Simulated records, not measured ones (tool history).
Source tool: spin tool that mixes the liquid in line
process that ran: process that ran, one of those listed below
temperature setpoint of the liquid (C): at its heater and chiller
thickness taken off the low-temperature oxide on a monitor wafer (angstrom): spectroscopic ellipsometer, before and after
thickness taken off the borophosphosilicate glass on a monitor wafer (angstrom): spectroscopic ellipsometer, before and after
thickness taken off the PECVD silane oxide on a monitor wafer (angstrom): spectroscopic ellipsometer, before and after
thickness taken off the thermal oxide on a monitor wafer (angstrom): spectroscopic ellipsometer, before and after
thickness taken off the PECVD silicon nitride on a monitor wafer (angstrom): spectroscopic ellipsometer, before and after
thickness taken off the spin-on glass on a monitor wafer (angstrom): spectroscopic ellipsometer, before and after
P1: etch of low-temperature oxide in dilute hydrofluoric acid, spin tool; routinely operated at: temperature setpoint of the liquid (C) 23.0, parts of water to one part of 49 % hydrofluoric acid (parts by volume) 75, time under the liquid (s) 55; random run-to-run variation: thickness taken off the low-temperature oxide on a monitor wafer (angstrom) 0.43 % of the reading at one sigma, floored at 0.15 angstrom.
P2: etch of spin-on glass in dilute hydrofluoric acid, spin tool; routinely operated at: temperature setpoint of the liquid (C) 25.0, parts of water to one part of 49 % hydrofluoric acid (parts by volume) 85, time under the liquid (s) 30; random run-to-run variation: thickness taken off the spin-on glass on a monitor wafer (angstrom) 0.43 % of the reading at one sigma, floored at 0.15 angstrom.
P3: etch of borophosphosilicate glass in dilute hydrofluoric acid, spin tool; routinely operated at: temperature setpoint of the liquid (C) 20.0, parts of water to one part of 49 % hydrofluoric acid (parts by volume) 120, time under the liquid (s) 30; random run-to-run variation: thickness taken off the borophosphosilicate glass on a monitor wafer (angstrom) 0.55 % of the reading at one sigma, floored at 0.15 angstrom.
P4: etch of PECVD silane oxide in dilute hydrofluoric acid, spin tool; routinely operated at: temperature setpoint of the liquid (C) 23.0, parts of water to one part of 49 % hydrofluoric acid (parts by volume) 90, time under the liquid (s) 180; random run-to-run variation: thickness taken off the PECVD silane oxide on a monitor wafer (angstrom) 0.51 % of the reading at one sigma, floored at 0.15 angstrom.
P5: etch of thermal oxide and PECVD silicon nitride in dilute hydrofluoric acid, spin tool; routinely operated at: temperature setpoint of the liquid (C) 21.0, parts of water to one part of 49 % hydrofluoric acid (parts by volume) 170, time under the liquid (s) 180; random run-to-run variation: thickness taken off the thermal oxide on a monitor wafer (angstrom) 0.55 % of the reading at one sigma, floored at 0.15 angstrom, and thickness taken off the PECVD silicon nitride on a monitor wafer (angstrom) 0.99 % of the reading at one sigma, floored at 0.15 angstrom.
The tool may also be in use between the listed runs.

run   hour  process that ran  temperature setpoint of the liquid (C)  parts of water to one part of 49 % hydrofluoric acid (parts by volume)  time under the liquid (s)  hours since the thermometer was replaced  hours since the hydrofluoric acid flow meter was replaced  thickness taken off the low-temperature oxide on a monitor wafer (angstrom)  thickness taken off the borophosphosilicate glass on a monitor wafer (angstrom)  thickness taken off the PECVD silane oxide on a monitor wafer (angstrom)  thickness taken off the thermal oxide on a monitor wafer (angstrom)  thickness taken off the PECVD silicon nitride on a monitor wafer (angstrom)  thickness taken off the spin-on glass on a monitor wafer (angstrom)
  1    8.4                P1                                    23.0                                                                      75                         55                                     290.1                                                      905.4                                                                       265.03
  2   19.3                P3                                    17.0                                                                     120                         30                                     301.0                                                      916.3                                                                                                                                                        67.858
  3   27.2                P4                                    23.0                                                                      90                         90                                     308.9                                                      924.2                                                                                                                                                                                                                                  202.58
  4   33.0                P1                                    23.0                                                                      75                         55                                     314.7                                                      930.0                                                                       266.64
  5   39.9                P5                                    21.0                                                                     280                        180                                     321.6                                                      936.9                                                                                                                                                                                                                                                                                                       21.351                                                                       14.388
  6   45.8                P3                                    20.0                                                                     120                         15                                     327.5                                                      942.8                                                                                                                                                        38.601
  7   53.2                P1                                    23.0                                                                      75                        110                                     334.9                                                      950.2                                                                       533.93
  8   58.4                P1                                    23.0                                                                      75                         55                                     340.1                                                      955.4                                                                       266.25
  9   69.4                P1                                    28.0                                                                     125                         55                                     351.1                                                      966.4                                                                       182.36
 10   75.6                P1                                    23.0                                                                      75                         55                                     357.3                                                      972.6                                                                       267.45
 11   80.6                P3                                    20.0                                                                     120                         30                                     362.3                                                      977.6                                                                                                                                                        76.552
 12   86.6                P2                                    25.0                                                                     135                         30                                     368.3                                                      983.6                                                                                                                                                                                                                                                                                                                                                                                                                                                         64.815
 13   96.8                P1                                    23.0                                                                      45                         55                                     378.5                                                      993.8                                                                       458.54
 14  103.3                P1                                    23.0                                                                     135                         55                                     385.0                                                     1000.3                                                                       136.74
     110.8  -- thermometer replaced
 15  113.0                P5                                    21.0                                                                     170                         85                                       2.3                                                     1010.0                                                                                                                                                                                                                                                                                                       18.654                                                                       10.638
 16  118.7                P4                                    19.0                                                                      90                        180                                       8.0                                                     1015.7                                                                                                                                                                                                                                  345.38
 17  127.2                P1                                    17.0                                                                      75                         55                                      16.5                                                     1024.2                                                                       207.48
 18  136.2                P5                                    26.5                                                                     170                        180                                      25.5                                                     1033.2                                                                                                                                                                                                                                                                                                       48.110                                                                       32.564
 19  144.6                P3                                    20.0                                                                     170                         30                                      33.9                                                     1041.6                                                                                                                                                        52.457
 20  152.3                P5                                    21.0                                                                     170                        180                                      41.6                                                     1049.3                                                                                                                                                                                                                                                                                                       39.441                                                                       23.074
 21  158.3                P2                                    25.0                                                                      85                         30                                      47.6                                                     1055.3                                                                                                                                                                                                                                                                                                                                                                                                                                                        110.170
 22  168.8                P2                                    25.0                                                                      85                         50                                      58.1                                                     1065.8                                                                                                                                                                                                                                                                                                                                                                                                                                                        181.560
 23  177.5                P2                                    32.5                                                                      85                         30                                      66.8                                                     1074.5                                                                                                                                                                                                                                                                                                                                                                                                                                                        146.490
 24  184.4                P1                                    30.5                                                                      75                         55                                      73.7                                                     1081.4                                                                       355.82
 25  193.1                P4                                    23.0                                                                      90                        180                                      82.4                                                     1090.1                                                                                                                                                                                                                                  406.78

What does the tool deliver on the next run?
 26  200.0                P4                                    23.0                                                                      55                        180                                      89.3                                                     1097.0                                                                                                                                                                                                                                       ?

Logged for run 26: thickness taken off the PECVD silane oxide on a monitor wafer (angstrom) 688.59.

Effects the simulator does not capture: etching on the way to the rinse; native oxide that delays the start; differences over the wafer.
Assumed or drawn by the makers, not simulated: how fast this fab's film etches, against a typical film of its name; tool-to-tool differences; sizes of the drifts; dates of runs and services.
